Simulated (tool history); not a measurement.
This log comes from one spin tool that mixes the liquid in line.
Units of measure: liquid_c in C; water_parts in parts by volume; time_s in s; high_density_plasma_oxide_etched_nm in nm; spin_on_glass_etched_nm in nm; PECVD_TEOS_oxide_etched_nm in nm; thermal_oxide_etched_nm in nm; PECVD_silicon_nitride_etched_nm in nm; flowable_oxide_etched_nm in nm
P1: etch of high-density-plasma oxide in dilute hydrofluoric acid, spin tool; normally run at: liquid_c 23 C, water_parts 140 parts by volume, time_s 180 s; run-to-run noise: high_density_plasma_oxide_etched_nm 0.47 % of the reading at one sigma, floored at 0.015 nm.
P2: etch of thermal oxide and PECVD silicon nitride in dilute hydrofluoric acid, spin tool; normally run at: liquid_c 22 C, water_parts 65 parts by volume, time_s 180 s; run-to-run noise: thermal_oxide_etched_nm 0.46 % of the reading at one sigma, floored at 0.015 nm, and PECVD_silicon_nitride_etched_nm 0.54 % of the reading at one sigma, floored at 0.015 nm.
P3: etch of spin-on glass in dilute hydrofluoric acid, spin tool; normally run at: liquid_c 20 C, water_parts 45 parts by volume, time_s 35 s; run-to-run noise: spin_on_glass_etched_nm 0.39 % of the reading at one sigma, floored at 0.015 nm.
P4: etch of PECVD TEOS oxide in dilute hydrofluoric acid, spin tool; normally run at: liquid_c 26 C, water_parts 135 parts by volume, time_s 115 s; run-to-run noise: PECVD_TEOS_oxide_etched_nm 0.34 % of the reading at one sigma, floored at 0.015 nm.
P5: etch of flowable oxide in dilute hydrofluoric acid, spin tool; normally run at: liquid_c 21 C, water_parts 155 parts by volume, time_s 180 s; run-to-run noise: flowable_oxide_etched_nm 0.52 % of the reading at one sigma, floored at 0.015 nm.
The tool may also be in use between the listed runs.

| run | hour | process | liquid_c | water_parts | time_s | hours since the thermometer was replaced | hours since the hydrofluoric acid flow meter was replaced | high_density_plasma_oxide_etched_nm | spin_on_glass_etched_nm | PECVD_TEOS_oxide_etched_nm | thermal_oxide_etched_nm | PECVD_silicon_nitride_etched_nm | flowable_oxide_etched_nm |
|---|---|---|---|---|---|---|---|---|---|---|---|---|---|
| 1 | 7.5 | P1 | 23 | 140 | 180 | 395.9 | 833.7 | 6.2961 |  |  |  |  |  |
| 2 | 13.4 | P1 | 17 | 225 | 180 | 401.8 | 839.6 | 2.8608 |  |  |  |  |  |
| 3 | 20.6 | P3 | 20 | 45 | 35 | 409 | 846.8 |  | 24.459 |  |  |  |  |
| 4 | 29.3 | P1 | 18.5 | 140 | 180 | 417.7 | 855.5 | 5.2933 |  |  |  |  |  |
| 5 | 36.3 | P4 | 26 | 135 | 115 | 424.7 | 862.5 |  |  | 12.303 |  |  |  |
| 6 | 45.8 | P1 | 23 | 140 | 180 | 434.2 | 872 | 6.3163 |  |  |  |  |  |
| 7 | 52.8 | P1 | 23 | 140 | 180 | 441.2 | 879 | 6.3718 |  |  |  |  |  |
| 8 | 59.4 | P2 | 27 | 65 | 180 | 447.8 | 885.6 |  |  |  | 15.407 | 5.8445 |  |
|  | 60.8 | thermometer replaced |
| 9 | 69.2 | P4 | 26 | 135 | 115 | 8.4 | 895.4 |  |  | 12.372 |  |  |  |
| 10 | 76.4 | P4 | 26 | 135 | 15 | 15.6 | 902.6 |  |  | 1.5833 |  |  |  |
| 11 | 83.3 | P5 | 21 | 155 | 40 | 22.5 | 909.5 |  |  |  |  |  | 9.4693 |
| 12 | 93.2 | P1 | 23 | 140 | 260 | 32.4 | 919.4 | 9.0706 |  |  |  |  |  |
| 13 | 102.1 | P3 | 26 | 45 | 35 | 41.3 | 928.3 |  | 31.349 |  |  |  |  |
| 14 | 107.6 | P4 | 20 | 135 | 115 | 46.8 | 933.8 |  |  | 9.8136 |  |  |  |
| 15 | 113.9 | P1 | 23 | 255 | 180 | 53.1 | 940.1 | 3.0596 |  |  |  |  |  |
| 16 | 119.5 | P2 | 22 | 105 | 180 | 58.7 | 945.7 |  |  |  | 7.3951 | 2.6138 |  |
| 17 | 130.1 | P1 | 23 | 140 | 180 | 69.3 | 956.3 | 6.2998 |  |  |  |  |  |
| 18 | 138.2 | P5 | 21 | 50 | 180 | 77.4 | 964.4 |  |  |  |  |  | 148.24 |
| 19 | 146.3 | P4 | 26 | 205 | 115 | 85.5 | 972.5 |  |  | 7.5299 |  |  |  |
| 20 | 154.4 | P1 | 23 | 140 | 15 | 93.6 | 980.6 | 0.52961 |  |  |  |  |  |
| 21 | 164.4 | P1 | 26 | 140 | 280 | 103.6 | 990.6 | 11.006 |  |  |  |  |  |
| 22 | 170.6 | P5 | 21 | 155 | 180 | 109.8 | 996.8 |  |  |  |  |  | 42.754 |
| 23 | 180.5 | P3 | 20 | 45 | 20 | 119.7 | 1006.7 |  | 13.978 |  |  |  |  |
| 24 | 186.6 | P1 | 23 | 65 | 180 | 125.8 | 1012.8 | 14.9 |  |  |  |  |  |
| 25 | 194.5 | P5 | 17 | 155 | 180 | 133.7 | 1020.7 |  |  |  |  |  | 36.675 |
| 26 | 201.5 | P1 | 29 | 140 | 180 | 140.7 | 1027.7 | 7.9686 |  |  |  |  |  |
| 27 | 208.2 | P2 | 22 | 65 | 180 | 147.4 | 1034.4 |  |  |  | 12.592 | 4.2336 |  |
| 28 | 215.5 | P2 | 22 | 65 | 70 | 154.7 | 1041.7 |  |  |  | 4.9896 | 1.606 |  |
| 29 | 223.1 | P3 | 20 | 75 | 35 | 162.3 | 1049.3 |  | 14.126 |  |  |  |  |
| 30 | 228.3 | P1 | 23 | 140 | 180 | 167.5 | 1054.5 | 6.3281 |  |  |  |  |  |
| 31 | 237.3 | P1 | 23 | 140 | 180 | 176.5 | 1063.5 | 6.6095 |  |  |  |  |  |
| 32 | 244.5 | P1 | 23 | 140 | 180 | 183.7 | 1070.7 | 6.637 |  |  |  |  |  |
| 33 | 253.8 | P1 | 23 | 140 | 180 | 193 | 1080 | 6.7106 |  |  |  |  |  |
| 34 | 261.7 | P1 | 23 | 140 | 180 | 200.9 | 1087.9 | 6.7875 |  |  |  |  |  |
| 35 | 266.9 | P1 | 23 | 140 | 180 | 206.1 | 1093.1 | 6.7772 |  |  |  |  |  |
| 36 | 272.9 | P1 | 23 | 140 | 180 | 212.1 | 1099.1 | 6.8312 |  |  |  |  |  |

P1 has crept away from where it was. The log is fitted equally well by each of these 2 causes, at the sizes shown:
A: hydrofluoric acid flow above the setpoint (%) = 6.36
B: liquid hotter than its thermometer reads (K) = 1.85
The process output started creeping at around hour 228.3.

The check runs listed below each take one wafer, and their results are still question marks. Under which run would the listed causes lead to clearly different results?
| check 1 | 278.9 | P3 | 25.5 | 45 | 35 |  |  |  | ? |  |  |  |  |
| check 2 | 278.9 | P4 | 23 | 135 | 25 |  |  |  |  | ? |  |  |  |
| check 3 | 278.9 | P2 | 26 | 105 | 180 |  |  |  |  |  | ? | ? |  |
| check 4 | 278.9 | P5 | 21 | 80 | 85 |  |  |  |  |  |  |  | ? |

Check results expected under each cause:
| check | result | if A | if B |
|---|---|---|---|
| check 1 | spin_on_glass_etched_nm | 32.914 | 33.232 |
| check 2 | PECVD_TEOS_oxide_etched_nm | 2.5718 | 2.5734 |
| check 3 | thermal_oxide_etched_nm | 9.3543 | 9.3668 |
| check 3 | PECVD_silicon_nitride_etched_nm | 3.6273 | 3.842 |
| check 4 | flowable_oxide_etched_nm | 45.39 | 45.776 |
Per-check spread between the two closest causes, in the result where they differ most: check 1 0.96 %; check 2 0.06 %; check 3 5.75 %; check 4 0.85 %
Only in check 3 would the causes give clearly different results; in the remaining checks their results would be nearly the same.

The results of check 3 are: thermal_oxide_etched_nm 9.3742 nm; PECVD_silicon_nitride_etched_nm 3.6251 nm. Based on these, which of the listed causes is it?

Of the candidate causes, it is A: hydrofluoric acid flow above the setpoint (%).

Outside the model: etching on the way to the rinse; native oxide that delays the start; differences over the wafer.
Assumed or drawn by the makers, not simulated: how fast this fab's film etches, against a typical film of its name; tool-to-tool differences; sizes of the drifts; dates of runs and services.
